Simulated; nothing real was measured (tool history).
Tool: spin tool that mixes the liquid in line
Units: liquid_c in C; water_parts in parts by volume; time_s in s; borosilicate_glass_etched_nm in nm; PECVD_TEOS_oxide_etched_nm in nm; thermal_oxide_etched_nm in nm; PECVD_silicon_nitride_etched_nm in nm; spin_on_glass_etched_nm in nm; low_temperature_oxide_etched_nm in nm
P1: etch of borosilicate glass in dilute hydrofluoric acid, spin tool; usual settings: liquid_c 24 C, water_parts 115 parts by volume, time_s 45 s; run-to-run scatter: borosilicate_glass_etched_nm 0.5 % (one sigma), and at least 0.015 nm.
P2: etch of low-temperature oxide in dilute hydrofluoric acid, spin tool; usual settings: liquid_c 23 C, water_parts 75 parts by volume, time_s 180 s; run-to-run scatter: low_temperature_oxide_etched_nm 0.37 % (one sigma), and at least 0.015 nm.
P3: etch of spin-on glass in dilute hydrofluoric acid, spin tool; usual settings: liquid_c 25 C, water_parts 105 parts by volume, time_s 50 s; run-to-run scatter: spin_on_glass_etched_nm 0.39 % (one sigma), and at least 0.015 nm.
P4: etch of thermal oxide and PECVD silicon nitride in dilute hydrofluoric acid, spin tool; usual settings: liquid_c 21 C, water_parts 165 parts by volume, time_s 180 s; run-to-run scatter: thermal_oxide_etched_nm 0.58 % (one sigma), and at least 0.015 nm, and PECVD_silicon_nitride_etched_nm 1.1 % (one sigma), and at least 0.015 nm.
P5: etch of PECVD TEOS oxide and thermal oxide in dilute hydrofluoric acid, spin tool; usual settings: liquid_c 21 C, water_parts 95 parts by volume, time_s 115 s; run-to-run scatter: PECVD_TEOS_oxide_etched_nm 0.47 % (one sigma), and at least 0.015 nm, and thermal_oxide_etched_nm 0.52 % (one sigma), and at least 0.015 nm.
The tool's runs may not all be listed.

run,day,process,liquid_c,water_parts,time_s,hours since the thermometer was replaced,hours since the hydrofluoric acid flow meter was replaced,borosilicate_glass_etched_nm,PECVD_TEOS_oxide_etched_nm,thermal_oxide_etched_nm,PECVD_silicon_nitride_etched_nm,spin_on_glass_etched_nm,low_temperature_oxide_etched_nm
1,0.229,P1,24,115,45,272.7,948.1,13.466,,,,,
2,0.575,P1,24,115,75,281,956.4,22.597,,,,,
3,0.971,P1,20,115,45,290.5,965.9,11.42,,,,,
4,1.421,P5,21,95,15,301.3,976.7,,1.1855,0.68244,,,
5,1.817,P1,24,115,45,310.8,986.2,13.454,,,,,
6,2.292,P4,21,165,275,322.2,997.6,,,6.5321,3.2032,,
7,2.512,P1,29,35,45,327.5,1002.9,60.776,,,,,
8,2.983,P5,21,95,115,338.8,1014.2,,9.0774,5.154,,,
9,3.2,P5,21,50,115,344,1019.4,,18.125,10.475,,,
10,3.408,P5,17,95,115,349,1024.4,,7.6647,4.4146,,,
11,3.875,P3,25,105,50,360.2,1035.6,,,,,17.095,
12,4.1,P5,21,95,115,365.6,1041,,9.0555,5.2276,,,
13,4.512,P4,21,165,180,375.5,1050.9,,,4.289,2.1249,,
14,4.738,P4,21,90,180,380.9,1056.3,,,8.5469,3.7943,,
15,5.004,P1,30,115,45,387.3,1062.7,16.95,,,,,
16,5.471,P1,24,35,45,398.5,1073.9,49.177,,,,,
17,5.708,P3,25,50,50,404.2,1079.6,,,,,38.544,
18,5.917,P1,24,115,45,409.2,1084.6,13.519,,,,,
19,6.312,P2,27,75,180,418.7,1094.1,,,,,,54.355
20,6.712,P3,25,105,50,428.3,1103.7,,,,,17.078,
21,6.921,P2,23,75,30,433.3,1108.7,,,,,,7.7384
# day 6.942: thermometer replaced
22,7.321,P2,23,140,180,9.1,1118.3,,,,,,23.018
23,7.796,P4,17,165,180,20.5,1129.7,,,3.6438,1.5852,,
24,8.146,P1,24,115,45,28.9,1138.1,13.393,,,,,
25,8.446,P3,30,105,50,36.1,1145.3,,,,,20.631,
26,8.912,P1,24,115,15,47.3,1156.5,4.4816,,,,,
27,9.171,P2,23,75,180,53.5,1162.7,,,,,,46.054
28,9.629,P1,24,115,45,64.5,1173.7,13.388,,,,,
29,9.838,P1,24,160,45,69.5,1178.7,9.1934,,,,,
30,10.229,P3,25,105,30,78.9,1188.1,,,,,10.266,
31,10.442,P1,24,115,45,84,1193.2,13.406,,,,,
32,10.767,P1,24,115,45,91.8,1201,13.94,,,,,
33,11.179,P1,24,115,45,101.7,1210.9,14.267,,,,,
34,11.567,P1,24,115,45,111,1220.2,14.411,,,,,
35,11.9,P1,24,115,45,119,1228.2,14.46,,,,,
36,12.108,P1,24,115,45,124,1233.2,14.421,,,,,
37,12.488,P1,24,115,45,133.1,1242.3,14.716,,,,,
38,12.962,P1,24,115,45,144.5,1253.7,14.635,,,,,

What P1 gives has crept away from where it was. These 2 causes fit the log equally well, each at the size given:
A: hydrofluoric acid flow above the setpoint (%) = 7.44
B: liquid hotter than its thermometer reads (K) = 2.1
The creep began at about day 10.442.

4 check runs are offered, each on 2 wafers whose results are averaged, their results left as question marks. Which one tells the causes apart?
check 1,13.438,P5,21,95,115,,,,?,?,,,
check 2,13.438,P4,21,165,180,,,,,?,?,,
check 3,13.438,P3,25,105,50,,,,,,,?,
check 4,13.438,P2,23,75,180,,,,,,,,?

What each check would give under each cause:
check,result,if A,if B
check 1,PECVD_TEOS_oxide_etched_nm,9.8426,9.8976
check 1,thermal_oxide_etched_nm,5.641,5.6725
check 2,thermal_oxide_etched_nm,4.6491,4.6364
check 2,PECVD_silicon_nitride_etched_nm,2.2365,2.3911
check 3,spin_on_glass_etched_nm,18.524,18.533
check 4,low_temperature_oxide_etched_nm,50.19,50.518
How far apart the two closest causes lie, in the result that separates them most: check 1 0.56 %; check 2 6.68 %; check 3 0.05 %; check 4 0.65 %
Only check 2 tells the causes apart: in the others they would give nearly the same result.

Check 2 was then run and gave: thermal_oxide_etched_nm 4.6622 nm; PECVD_silicon_nitride_etched_nm 2.2729 nm. Which cause is it?

It is A: hydrofluoric acid flow above the setpoint (%).

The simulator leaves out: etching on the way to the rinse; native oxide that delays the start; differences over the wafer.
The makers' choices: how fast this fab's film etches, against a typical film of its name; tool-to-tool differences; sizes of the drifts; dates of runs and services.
